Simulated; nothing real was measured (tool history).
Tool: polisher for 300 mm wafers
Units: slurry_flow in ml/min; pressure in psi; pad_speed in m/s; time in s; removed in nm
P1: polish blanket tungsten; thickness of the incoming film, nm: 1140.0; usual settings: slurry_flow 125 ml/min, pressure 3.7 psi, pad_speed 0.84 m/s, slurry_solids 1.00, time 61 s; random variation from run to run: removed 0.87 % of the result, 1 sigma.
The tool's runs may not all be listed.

| run | day | slurry_flow | pressure | pad_speed | slurry_solids | time | wafers polished on this pad | hours since the slurry nozzle was cleaned | hours since the head pressure was calibrated | hours since the slurry blender was calibrated | hours since the slurry got fresh peroxide | removed |
|---|---|---|---|---|---|---|---|---|---|---|---|---|
| 1 | 0.267 | 125 | 3.7 | 0.84 | 1.00 | 61 | 331 | 132.6 | 491.3 | 184.6 | 72.9 | 247.08 |
| 2 | 0.579 | 125 | 3.7 | 0.84 | 1.00 | 93 | 405 | 140.1 | 498.8 | 192.1 | 80.4 | 371.98 |
| 3 | 1.042 | 125 | 3.7 | 0.84 | 1.00 | 32 | 516 | 151.2 | 509.9 | 203.2 | 91.5 | 130.32 |
| 4 | 1.300 | 125 | 5.7 | 0.84 | 1.00 | 61 | 578 | 157.4 | 516.1 | 209.4 | 97.7 | 376.99 |
| 5 | 1.542 | 190 | 3.7 | 0.84 | 1.00 | 61 | 636 | 163.2 | 521.9 | 215.2 | 103.5 | 265.51 |
| 6 | 1.917 | 125 | 3.7 | 0.48 | 1.00 | 61 | 725 | 172.2 | 530.9 | 224.2 | 112.5 | 141.37 |
| 7 | 2.438 | 85 | 3.7 | 0.84 | 1.00 | 61 | 850 | 184.7 | 543.4 | 236.7 | 125.0 | 228.35 |
| 8 | 2.946 | 125 | 3.7 | 1.08 | 1.00 | 61 | 972 | 196.9 | 555.6 | 248.9 | 137.2 | 319.02 |
| 9 | 3.279 | 125 | 3.7 | 0.84 | 1.00 | 61 | 1051 | 204.9 | 563.6 | 256.9 | 145.2 | 246.49 |
| 10 | 3.788 | 90 | 3.7 | 0.84 | 0.55 | 61 | 1173 | 217.1 | 575.8 | 269.1 | 157.4 | 200.39 |
| 11 | 4.171 | 125 | 2.0 | 0.84 | 1.00 | 61 | 1265 | 226.3 | 585.0 | 278.3 | 166.6 | 132.28 |
| 12 | 4.421 | 125 | 3.7 | 0.84 | 1.40 | 61 | 1325 | 232.3 | 591.0 | 284.3 | 172.6 | 267.87 |
|  | 4.596 | slurry tank refilled with fresh slurry and peroxide |
| 13 | 4.742 | 125 | 3.7 | 0.84 | 1.00 | 61 | 1401 | 240.0 | 598.7 | 292.0 | 3.6 | 246.28 |
|  | 4.892 | worn pad replaced by a new one |
| 14 | 4.979 | 125 | 3.7 | 0.84 | 0.55 | 61 | 21 | 245.7 | 604.4 | 297.7 | 9.3 | 214.47 |
| 15 | 5.329 | 125 | 3.7 | 0.84 | 1.00 | 61 | 105 | 254.1 | 612.8 | 306.1 | 17.7 | 250.05 |
| 16 | 5.775 | 125 | 3.7 | 0.46 | 0.80 | 61 | 212 | 264.8 | 623.5 | 316.8 | 28.4 | 125.48 |
| 17 | 6.254 | 125 | 3.7 | 0.84 | 1.00 | 61 | 326 | 276.3 | 635.0 | 328.3 | 39.9 | 247.40 |
| 18 | 6.712 | 125 | 3.7 | 0.84 | 1.00 | 61 | 436 | 287.3 | 646.0 | 339.3 | 50.9 | 247.03 |
| 19 | 7.108 | 125 | 3.7 | 0.84 | 1.00 | 61 | 531 | 296.8 | 655.5 | 348.8 | 60.4 | 241.94 |
| 20 | 7.346 | 125 | 3.7 | 0.84 | 1.00 | 61 | 588 | 302.5 | 661.2 | 354.5 | 66.1 | 233.06 |
| 21 | 7.792 | 125 | 3.7 | 0.84 | 1.00 | 61 | 694 | 313.2 | 671.9 | 365.2 | 76.8 | 228.68 |
| 22 | 8.146 | 125 | 3.7 | 0.84 | 1.00 | 61 | 779 | 321.7 | 680.4 | 373.7 | 85.3 | 224.91 |
|  | 8.175 | head pressure recalibrated |
|  | 8.317 | slurry blender recalibrated |
| 23 | 8.458 | 125 | 3.7 | 0.84 | 1.00 | 61 | 854 | 329.2 | 6.8 | 3.4 | 92.8 | 227.43 |
|  | 8.496 | worn pad replaced by a new one |
| 24 | 8.733 | 125 | 3.7 | 0.84 | 1.00 | 61 | 57 | 335.8 | 13.4 | 10.0 | 99.4 | 224.34 |
| 25 | 9.204 | 125 | 3.7 | 0.84 | 1.00 | 61 | 169 | 347.1 | 24.7 | 21.3 | 110.7 | 220.85 |
| 26 | 9.467 | 125 | 3.7 | 0.84 | 1.00 | 61 | 232 | 353.4 | 31.0 | 27.6 | 117.0 | 218.83 |

What P1 gives has crept away from where it was. These 2 causes fit the log equally well, each at the size given:
A: slurry flow missing at the pad, % = 33.6
B: peroxide lost from the slurry, % = 22.9
The creep began at about day 6.712.
Why every other cause is out:
removal rate lost through wear of the pad, %: serviced at day 8.496, which brought nothing back
head's pressure below its setpoint, %: serviced at day 8.175, which brought nothing back
abrasive missing from the slurry, %: serviced at day 8.317, which brought nothing back

4 check runs are offered, each on 5 wafers whose results are averaged, their results left as question marks. Which one tells the causes apart?
| check 1 | 9.729 | 125 | 3.7 | 0.60 | 1.00 | 61 |  |  |  |  |  | ? |
| check 2 | 9.729 | 180 | 3.7 | 0.84 | 0.65 | 61 |  |  |  |  |  | ? |
| check 3 | 9.729 | 125 | 5.0 | 0.84 | 1.00 | 61 |  |  |  |  |  | ? |
| check 4 | 9.729 | 125 | 3.7 | 0.84 | 0.60 | 93 |  |  |  |  |  | ? |

What each check would give under each cause:
| check | result | if A | if B |
|---|---|---|---|
| check 1 | removed | 159.27 | 159.28 |
| check 2 | removed | 221.41 | 215.18 |
| check 3 | removed | 301.33 | 301.35 |
| check 4 | removed | 302.19 | 302.21 |
How far apart the two closest causes lie, in the result that separates them most: check 1 0.01 %; check 2 2.85 %; check 3 0.01 %; check 4 0.01 %
Only check 2 tells the causes apart: in the others they would give nearly the same result.

Then check 2 was run and gave: removed 220.81 nm. Which cause is it?

It is A: slurry flow missing at the pad, %.

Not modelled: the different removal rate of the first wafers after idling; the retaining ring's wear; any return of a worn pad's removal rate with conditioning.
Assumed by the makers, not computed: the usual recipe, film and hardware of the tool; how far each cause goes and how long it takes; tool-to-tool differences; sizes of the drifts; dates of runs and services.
